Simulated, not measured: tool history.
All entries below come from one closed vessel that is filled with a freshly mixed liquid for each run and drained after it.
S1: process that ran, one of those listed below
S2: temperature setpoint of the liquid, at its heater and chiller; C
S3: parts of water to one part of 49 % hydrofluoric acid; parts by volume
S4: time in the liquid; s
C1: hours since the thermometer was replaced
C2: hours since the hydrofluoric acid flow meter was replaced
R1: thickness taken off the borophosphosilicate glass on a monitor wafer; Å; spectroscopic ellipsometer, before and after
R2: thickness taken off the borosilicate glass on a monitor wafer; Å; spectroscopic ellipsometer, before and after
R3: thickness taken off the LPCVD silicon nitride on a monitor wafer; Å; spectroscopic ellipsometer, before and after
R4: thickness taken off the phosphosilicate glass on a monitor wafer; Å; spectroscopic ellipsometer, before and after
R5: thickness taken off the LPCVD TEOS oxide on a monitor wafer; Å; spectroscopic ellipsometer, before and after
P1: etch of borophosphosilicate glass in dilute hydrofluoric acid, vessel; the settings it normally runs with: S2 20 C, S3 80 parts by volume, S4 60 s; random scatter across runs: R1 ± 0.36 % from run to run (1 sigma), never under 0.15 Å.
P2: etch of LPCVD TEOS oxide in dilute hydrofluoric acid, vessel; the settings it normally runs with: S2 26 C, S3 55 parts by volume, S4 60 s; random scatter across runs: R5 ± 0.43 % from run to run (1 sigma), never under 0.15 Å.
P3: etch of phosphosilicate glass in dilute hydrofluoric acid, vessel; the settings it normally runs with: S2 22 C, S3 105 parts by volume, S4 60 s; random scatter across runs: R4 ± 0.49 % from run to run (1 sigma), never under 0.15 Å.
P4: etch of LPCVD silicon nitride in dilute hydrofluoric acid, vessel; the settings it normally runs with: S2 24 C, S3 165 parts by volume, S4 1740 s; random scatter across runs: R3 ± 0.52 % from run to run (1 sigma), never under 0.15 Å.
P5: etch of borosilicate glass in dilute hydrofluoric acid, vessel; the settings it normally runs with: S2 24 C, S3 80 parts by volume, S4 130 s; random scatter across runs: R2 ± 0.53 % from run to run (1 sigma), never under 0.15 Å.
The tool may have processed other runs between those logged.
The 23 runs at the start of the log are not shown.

Run 24, hour 101.7: S1 P1, S2 20 C, S3 80 parts by volume, S4 60 s; C1 335.9; C2 643.8. Result: R1 512.93 Å.
Run 25, hour 105.8: S1 P4, S2 29 C, S3 165 parts by volume, S4 1740 s; C1 340; C2 647.9. Result: R3 69.864 Å.
Run 26, hour 110.8: S1 P5, S2 24 C, S3 130 parts by volume, S4 130 s; C1 345; C2 652.9. Result: R2 291.23 Å.
Run 27, hour 113.8: S1 P4, S2 24 C, S3 270 parts by volume, S4 1740 s; C1 348; C2 655.9. Result: R3 31.641 Å.
Run 28, hour 116.9: S1 P3, S2 22 C, S3 25 parts by volume, S4 60 s; C1 351.1; C2 659. Result: R4 3323.6 Å.
Run 29, hour 122.4: S1 P4, S2 24 C, S3 165 parts by volume, S4 3445 s; C1 356.6; C2 664.5. Result: R3 100.92 Å.
Run 30, hour 125.1: S1 P3, S2 22 C, S3 105 parts by volume, S4 60 s; C1 359.3; C2 667.2. Result: R4 727.24 Å.
Run 31, hour 128.6: S1 P2, S2 26 C, S3 55 parts by volume, S4 60 s; C1 362.8; C2 670.7. Result: R5 550.65 Å.
Run 32, hour 131.9: S1 P1, S2 20 C, S3 110 parts by volume, S4 30 s; C1 366.1; C2 674. Result: R1 180.25 Å.
Run 33, hour 137.6: S1 P1, S2 27.5 C, S3 80 parts by volume, S4 60 s; C1 371.8; C2 679.7. Result: R1 699.83 Å.
Run 34, hour 140.3: S1 P1, S2 20 C, S3 80 parts by volume, S4 60 s; C1 374.5; C2 682.4. Result: R1 517.96 Å.

The next listed run, before its measurement:
Run 35, hour 145: S1 P1, S2 20 C, S3 80 parts by volume, S4 60 s; C1 379.2; C2 687.1. Result: R1 ?.

Run 35 gave R1 500.23 Å.
